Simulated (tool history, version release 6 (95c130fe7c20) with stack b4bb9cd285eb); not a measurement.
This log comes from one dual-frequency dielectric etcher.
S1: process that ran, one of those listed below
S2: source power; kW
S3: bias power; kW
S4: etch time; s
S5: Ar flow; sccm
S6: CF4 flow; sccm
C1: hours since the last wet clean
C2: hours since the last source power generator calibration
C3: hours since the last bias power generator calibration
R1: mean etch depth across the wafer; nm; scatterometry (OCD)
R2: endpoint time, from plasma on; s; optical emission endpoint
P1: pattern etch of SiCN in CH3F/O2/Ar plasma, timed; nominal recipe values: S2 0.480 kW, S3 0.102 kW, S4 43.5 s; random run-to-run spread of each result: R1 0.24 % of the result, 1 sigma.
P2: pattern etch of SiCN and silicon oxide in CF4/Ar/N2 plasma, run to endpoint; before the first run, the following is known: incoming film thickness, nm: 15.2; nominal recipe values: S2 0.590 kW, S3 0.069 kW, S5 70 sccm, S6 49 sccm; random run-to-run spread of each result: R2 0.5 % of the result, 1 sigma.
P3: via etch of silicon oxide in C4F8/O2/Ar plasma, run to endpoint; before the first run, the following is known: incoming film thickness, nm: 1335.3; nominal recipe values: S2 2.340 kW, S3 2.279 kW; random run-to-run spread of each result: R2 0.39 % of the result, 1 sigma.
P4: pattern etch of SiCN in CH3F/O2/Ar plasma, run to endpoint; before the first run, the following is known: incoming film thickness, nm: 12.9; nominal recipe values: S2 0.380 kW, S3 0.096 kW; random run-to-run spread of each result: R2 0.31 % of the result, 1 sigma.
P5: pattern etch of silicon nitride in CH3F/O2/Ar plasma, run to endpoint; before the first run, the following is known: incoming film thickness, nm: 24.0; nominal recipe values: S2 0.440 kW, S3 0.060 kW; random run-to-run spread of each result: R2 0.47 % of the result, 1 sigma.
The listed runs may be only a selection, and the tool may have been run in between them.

run 1 hour=8.2 | S1=P1 S2=0.480 S3=0.102 S4=43.5 | C1=102.3 C2=358.1 C3=798.1 | R1=19.463
run 2 hour=15.7 | S1=P2 S2=0.340 S3=0.069 S5=70 S6=49 | C1=109.8 C2=365.6 C3=805.6 | R2=22.845
run 3 hour=25.2 | S1=P1 S2=0.480 S3=0.102 S4=43.5 | C1=119.3 C2=375.1 C3=815.1 | R1=19.352
run 4 hour=35.0 | S1=P1 S2=0.390 S3=0.102 S4=43.5 | C1=129.1 C2=384.9 C3=824.9 | R1=17.961
run 5 hour=46.4 | S1=P1 S2=0.670 S3=0.102 S4=43.5 | C1=140.5 C2=396.3 C3=836.3 | R1=22.065
run 6 hour=56.7 | S1=P4 S2=0.230 S3=0.096 | C1=150.8 C2=406.6 C3=846.6 | R2=38.827
run 7 hour=67.6 | S1=P1 S2=0.480 S3=0.119 S4=52.0 | C1=161.7 C2=417.5 C3=857.5 | R1=24.646
run 8 hour=78.2 | S1=P3 S2=2.340 S3=2.942 | C1=172.3 C2=428.1 C3=868.1 | R2=221.530
run 9 hour=87.7 | S1=P1 S2=0.480 S3=0.067 S4=43.5 | C1=181.8 C2=437.6 C3=877.6 | R1=16.743
run 10 hour=98.8 | S1=P1 S2=0.480 S3=0.102 S4=27.5 | C1=192.9 C2=448.7 C3=888.7 | R1=12.355
run 11 hour=109.2 | S1=P5 S2=0.440 S3=0.060 | C1=203.3 C2=459.1 C3=899.1 | R2=35.726
run 12 hour=116.6 | S1=P2 S2=0.590 S3=0.069 S5=86 S6=49 | C1=210.7 C2=466.5 C3=906.5 | R2=14.311
run 13 hour=126.6 | S1=P2 S2=0.590 S3=0.069 S5=70 S6=49 | C1=220.7 C2=476.5 C3=916.5 | R2=13.930
run 14 hour=137.1 | S1=P1 S2=0.580 S3=0.128 S4=43.5 | C1=231.2 C2=487.0 C3=927.0 | R1=22.770
run 15 hour=147.9 | S1=P3 S2=3.000 S3=2.279 | C1=242.0 C2=497.8 C3=937.8 | R2=215.910
run 16 hour=160.9 | S1=P5 S2=0.440 S3=0.035 | C1=255.0 C2=510.8 C3=950.8 | R2=41.684
run 17 hour=168.8 | S1=P2 S2=0.590 S3=0.046 S5=70 S6=49 | C1=262.9 C2=518.7 C3=958.7 | R2=15.746
run 18 hour=175.4 | S1=P5 S2=0.260 S3=0.060 | C1=269.5 C2=525.3 C3=965.3 | R2=42.943
run 19 hour=181.2 | S1=P1 S2=0.480 S3=0.102 S4=43.5 | C1=275.3 C2=531.1 C3=971.1 | R1=19.398
run 20 hour=190.2 | S1=P4 S2=0.380 S3=0.096 | C1=284.3 C2=540.1 C3=980.1 | R2=32.285
run 21 hour=200.5 | S1=P1 S2=0.480 S3=0.128 S4=43.5 | C1=294.6 C2=550.4 C3=990.4 | R1=21.311
run 22 hour=209.8 | S1=P1 S2=0.480 S3=0.102 S4=58.5 | C1=303.9 C2=559.7 C3=999.7 | R1=26.276
run 23 hour=218.2 | S1=P2 S2=0.590 S3=0.069 S5=70 S6=62 | C1=312.3 C2=568.1 C3=1008.1 | R2=13.350
run 24 hour=226.3 | S1=P4 S2=0.380 S3=0.120 | C1=320.4 C2=576.2 C3=1016.2 | R2=29.568
run 25 hour=233.9 | S1=P4 S2=0.380 S3=0.096 | C1=328.0 C2=583.8 C3=1023.8 | R2=32.469
run 26 hour=244.0 | S1=P3 S2=2.340 S3=2.279 | C1=338.1 C2=593.9 C3=1033.9 | R2=237.690
run 27 hour=252.5 | S1=P1 S2=0.480 S3=0.102 S4=43.5 | C1=346.6 C2=602.4 C3=1042.4 | R1=19.481
run 28 hour=265.7 | S1=P1 S2=0.480 S3=0.102 S4=43.5 | C1=359.8 C2=615.6 C3=1055.6 | R1=19.506
run 29 hour=273.7 | S1=P1 S2=0.480 S3=0.102 S4=43.5 | C1=367.8 C2=623.6 C3=1063.6 | R1=19.447
run 30 hour=282.9 | S1=P1 S2=0.480 S3=0.102 S4=43.5 | C1=377.0 C2=632.8 C3=1072.8 | R1=19.380
run 31 hour=293.3 | S1=P1 S2=0.480 S3=0.102 S4=43.5 | C1=387.4 C2=643.2 C3=1083.2 | R1=19.334
run 32 hour=305.0 | S1=P1 S2=0.480 S3=0.102 S4=43.5 | C1=399.1 C2=654.9 C3=1094.9 | R1=19.249
run 33 hour=317.1 | S1=P1 S2=0.480 S3=0.102 S4=43.5 | C1=411.2 C2=667.0 C3=1107.0 | R1=19.174
run 34 hour=327.2 | S1=P1 S2=0.480 S3=0.102 S4=43.5 | C1=421.3 C2=677.1 C3=1117.1 | R1=19.189
-- hour=332.8 wet clean of the chamber
run 35 hour=339.2 | S1=P1 S2=0.480 S3=0.102 S4=43.5 | C1=6.4 C2=689.1 C3=1129.1 | R1=19.271
run 36 hour=350.5 | S1=P1 S2=0.480 S3=0.102 S4=43.5 | C1=17.7 C2=700.4 C3=1140.4 | R1=19.158
run 37 hour=356.6 | S1=P1 S2=0.480 S3=0.102 S4=43.5 | C1=23.8 C2=706.5 C3=1146.5 | R1=19.147
run 38 hour=366.9 | S1=P1 S2=0.480 S3=0.102 S4=43.5 | C1=34.1 C2=716.8 C3=1156.8 | R1=19.166

Something has made what P1 gives creep away from where it was; the 2 causes below, each at its own stated size, fit the log equally well:
A: bias power that arrives under what is set, % = 3.73
B: source power that arrives under what is set, % = 3.77
The onset of the drift is placed at about hour 273.7.
All other causes, with the reason each is excluded:
chamber walls in a state that lowers the etch rate, %: serviced after onset, at hour 332.8, with no recovery of the prior output

Each of the check runs listed below is run on 3 wafers and reports their average, with the results left as question marks. Pick the one under which the possible causes would lead to clearly different results.
run check 1 hour=377.2 | S1=P5 S2=0.270 S3=0.038 | R2=?
run check 2 hour=377.2 | S1=P3 S2=2.960 S3=2.687 | R2=?
run check 3 hour=377.2 | S1=P4 S2=0.310 S3=0.119 | R2=?
run check 4 hour=377.2 | S1=P2 S2=0.360 S3=0.069 S5=70 S6=49 | R2=?

Outcome of each check run for each possible cause:
check=check_1 result=R2 if_A=50.011 if_B=50.198
check=check_2 result=R2 if_A=209.340 if_B=210.180
check=check_3 result=R2 if_A=32.564 if_B=32.533
check=check_4 result=R2 if_A=21.863 if_B=22.327
Separation of the two closest causes in each check, using whichever result separates them best: check 1 0.37 %; check 2 0.4 %; check 3 0.1 %; check 4 2.1 %
Only in check 4 would the causes give clearly different results; in the remaining checks their results would be nearly the same.

Check 4 has now been run. It gave: R2 21.853 s. Which of the candidate causes is it?

The cause is A: bias power that arrives under what is set, %.
